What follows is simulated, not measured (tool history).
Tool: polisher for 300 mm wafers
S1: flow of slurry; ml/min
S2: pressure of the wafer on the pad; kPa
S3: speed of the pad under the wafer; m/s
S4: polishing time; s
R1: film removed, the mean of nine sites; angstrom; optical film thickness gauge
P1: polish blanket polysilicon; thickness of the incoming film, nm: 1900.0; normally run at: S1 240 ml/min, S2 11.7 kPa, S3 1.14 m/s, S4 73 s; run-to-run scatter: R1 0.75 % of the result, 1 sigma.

run 1 hour=3.9 | S1=240 S2=11.7 S3=1.14 S4=73 | R1=4516.2
run 2 hour=7.4 | S1=240 S2=11.7 S3=1.14 S4=73 | R1=4478.2
run 3 hour=11.3 | S1=240 S2=11.7 S3=1.14 S4=73 | R1=4402.1
run 4 hour=14.3 | S1=240 S2=11.7 S3=1.14 S4=73 | R1=4492
-- hour=17.3 head pressure recalibrated
run 5 hour=20.5 | S1=145 S2=11.7 S3=1.14 S4=73 | R1=4128.4
run 6 hour=26.8 | S1=240 S2=17.9 S3=1.14 S4=73 | R1=6769
run 7 hour=31.9 | S1=330 S2=11.7 S3=1.14 S4=73 | R1=4628.6
run 8 hour=35.8 | S1=240 S2=11.7 S3=0.52 S4=73 | R1=2042.1
run 9 hour=39.5 | S1=240 S2=11.7 S3=1.14 S4=73 | R1=4452.3
run 10 hour=42.6 | S1=240 S2=11.7 S3=1.66 S4=73 | R1=6552.4
run 11 hour=46.7 | S1=240 S2=5.5 S3=1.14 S4=73 | R1=2105.9
run 12 hour=51 | S1=240 S2=11.7 S3=1.14 S4=99 | R1=6042.6
run 13 hour=55.8 | S1=350 S2=11.7 S3=1.52 S4=73 | R1=6300.4
run 14 hour=61.8 | S1=240 S2=11.7 S3=1.14 S4=45 | R1=2767.3
run 15 hour=68 | S1=240 S2=11.7 S3=1.62 S4=94 | R1=8140.3
run 16 hour=71 | S1=240 S2=11.7 S3=1.14 S4=73 | R1=4474.9
run 17 hour=74.6 | S1=240 S2=11.7 S3=1.14 S4=73 | R1=4489.1
run 18 hour=80.1 | S1=240 S2=11.7 S3=1.14 S4=73 | R1=4458.4
run 19 hour=84.6 | S1=240 S2=11.7 S3=1.14 S4=73 | R1=4363.5
run 20 hour=87.7 | S1=240 S2=11.7 S3=1.14 S4=73 | R1=4382.5
run 21 hour=94.4 | S1=240 S2=11.7 S3=1.14 S4=73 | R1=4289
run 22 hour=99 | S1=240 S2=11.7 S3=1.14 S4=73 | R1=4344.4
run 23 hour=102.7 | S1=240 S2=11.7 S3=1.14 S4=73 | R1=4321.5
run 24 hour=108.1 | S1=240 S2=11.7 S3=1.14 S4=73 | R1=4288.3
-- hour=109.1 worn pad replaced by a new one
run 25 hour=113.7 | S1=240 S2=11.7 S3=1.14 S4=73 | R1=4241.7
run 26 hour=117.1 | S1=240 S2=11.7 S3=1.14 S4=73 | R1=4278.1
run 27 hour=122.6 | S1=240 S2=11.7 S3=1.14 S4=73 | R1=4307.8
run 28 hour=127.4 | S1=240 S2=11.7 S3=1.14 S4=73 | R1=4225.5

What P1 gives has crept away from where it was. These 2 causes fit the log equally well, each at the size given:
A: head's pressure below its setpoint, % = 4.82
B: slurry flow missing at the pad, % = 31.2
The creep began at about hour 80.1.
Why every other cause is out:
removal rate lost through wear of the pad, %: serviced at hour 109.1, which brought nothing back

4 check runs are offered, each on 5 wafers whose results are averaged, their results left as question marks. Which one tells the causes apart?
run check 1 hour=132.2 | S1=145 S2=16.5 S3=1.14 S4=73 | R1=?
run check 2 hour=132.2 | S1=240 S2=17.9 S3=1.64 S4=73 | R1=?
run check 3 hour=132.2 | S1=240 S2=11.7 S3=0.62 S4=45 | R1=?
run check 4 hour=132.2 | S1=240 S2=17.9 S3=1.14 S4=73 | R1=?

What each check would give under each cause:
check=check_1 result=R1 if_A=5609.6 if_B=5447.6
check=check_2 result=R1 if_A=9386.6 if_B=9386.2
check=check_3 result=R1 if_A=1430.3 if_B=1430.2
check=check_4 result=R1 if_A=6524.9 if_B=6524.6
How far apart the two closest causes lie, in the result that separates them most: check 1 2.93 %; check 2 0 %; check 3 0 %; check 4 0 %
Only check 1 tells the causes apart: in the others they would give nearly the same result.

Then check 1 was run and gave: R1 5616.1 angstrom. Which cause is it?

It is A: head's pressure below its setpoint, %.

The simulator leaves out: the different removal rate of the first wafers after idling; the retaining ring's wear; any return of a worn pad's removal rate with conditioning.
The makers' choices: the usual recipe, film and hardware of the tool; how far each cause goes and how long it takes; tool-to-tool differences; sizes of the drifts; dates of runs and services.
